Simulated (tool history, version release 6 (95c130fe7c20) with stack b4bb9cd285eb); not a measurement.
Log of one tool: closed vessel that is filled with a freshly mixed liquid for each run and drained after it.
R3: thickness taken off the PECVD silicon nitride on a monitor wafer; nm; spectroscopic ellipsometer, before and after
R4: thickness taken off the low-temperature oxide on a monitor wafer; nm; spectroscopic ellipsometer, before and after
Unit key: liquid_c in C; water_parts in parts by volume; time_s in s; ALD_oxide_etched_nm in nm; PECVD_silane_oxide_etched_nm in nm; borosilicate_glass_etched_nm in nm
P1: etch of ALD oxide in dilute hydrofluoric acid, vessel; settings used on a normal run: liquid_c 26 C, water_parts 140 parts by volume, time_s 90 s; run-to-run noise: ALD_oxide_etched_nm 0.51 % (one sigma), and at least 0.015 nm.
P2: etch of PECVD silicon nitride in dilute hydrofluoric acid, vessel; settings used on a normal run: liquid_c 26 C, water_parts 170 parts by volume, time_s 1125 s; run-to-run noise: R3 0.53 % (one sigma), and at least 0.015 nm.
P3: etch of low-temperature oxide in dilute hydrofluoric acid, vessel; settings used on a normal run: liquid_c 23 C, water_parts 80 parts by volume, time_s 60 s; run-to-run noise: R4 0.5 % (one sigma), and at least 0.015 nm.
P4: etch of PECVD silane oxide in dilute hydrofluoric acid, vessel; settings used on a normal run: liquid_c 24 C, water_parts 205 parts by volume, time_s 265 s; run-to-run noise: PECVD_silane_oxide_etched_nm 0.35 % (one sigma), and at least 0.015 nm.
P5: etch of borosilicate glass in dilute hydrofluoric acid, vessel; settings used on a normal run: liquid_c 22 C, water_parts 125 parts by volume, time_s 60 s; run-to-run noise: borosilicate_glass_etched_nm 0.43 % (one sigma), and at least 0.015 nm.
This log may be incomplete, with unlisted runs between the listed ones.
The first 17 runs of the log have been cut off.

{"run": 18, "day": 10.454, "process": "P2", "liquid_c": 26, "water_parts": 170, "time_s": 1125, "R3": 42.293}
{"run": 19, "day": 11.267, "process": "P3", "liquid_c": 17, "water_parts": 80, "time_s": 60, "R4": 12.949}
{"run": 20, "day": 11.938, "process": "P1", "liquid_c": 33, "water_parts": 140, "time_s": 30, "ALD_oxide_etched_nm": 5.0413}
{"run": 21, "day": 12.354, "process": "P1", "liquid_c": 26, "water_parts": 140, "time_s": 90, "ALD_oxide_etched_nm": 11.656}
{"run": 22, "day": 13.012, "process": "P4", "liquid_c": 24, "water_parts": 205, "time_s": 265, "PECVD_silane_oxide_etched_nm": 41.483}
{"run": 23, "day": 13.779, "process": "P5", "liquid_c": 22, "water_parts": 125, "time_s": 35, "borosilicate_glass_etched_nm": 8.0887}
{"run": 24, "day": 14.446, "process": "P1", "liquid_c": 26, "water_parts": 220, "time_s": 90, "ALD_oxide_etched_nm": 6.7843}
{"run": 25, "day": 14.925, "process": "P1", "liquid_c": 26, "water_parts": 140, "time_s": 90, "ALD_oxide_etched_nm": 11.754}
{"run": 26, "day": 15.612, "process": "P1", "liquid_c": 26, "water_parts": 140, "time_s": 50, "ALD_oxide_etched_nm": 6.4613}
{"run": 27, "day": 16.204, "process": "P4", "liquid_c": 24, "water_parts": 205, "time_s": 40, "PECVD_silane_oxide_etched_nm": 6.2338}
{"run": 28, "day": 16.554, "process": "P1", "liquid_c": 26, "water_parts": 140, "time_s": 90, "ALD_oxide_etched_nm": 11.67}
{"run": 29, "day": 16.954, "process": "P1", "liquid_c": 26, "water_parts": 140, "time_s": 135, "ALD_oxide_etched_nm": 17.314}
{"run": 30, "day": 17.354, "process": "P4", "liquid_c": 24, "water_parts": 205, "time_s": 265, "PECVD_silane_oxide_etched_nm": 41.323}
{"run": 31, "day": 18.042, "process": "P4", "liquid_c": 17, "water_parts": 205, "time_s": 265, "PECVD_silane_oxide_etched_nm": 31.482}
{"run": 32, "day": 18.733, "process": "P1", "liquid_c": 26, "water_parts": 140, "time_s": 90, "ALD_oxide_etched_nm": 11.676}
{"run": 33, "day": 19.138, "process": "P1", "liquid_c": 26, "water_parts": 140, "time_s": 90, "ALD_oxide_etched_nm": 11.923}

Run 34, settings as shown, results not yet in. Your forecast:
{"run": 34, "day": 19.788, "process": "P1", "liquid_c": 26, "water_parts": 140, "time_s": 90, "ALD_oxide_etched_nm": "?"}

{"run 34": {"ALD_oxide_etched_nm": 12.302}}

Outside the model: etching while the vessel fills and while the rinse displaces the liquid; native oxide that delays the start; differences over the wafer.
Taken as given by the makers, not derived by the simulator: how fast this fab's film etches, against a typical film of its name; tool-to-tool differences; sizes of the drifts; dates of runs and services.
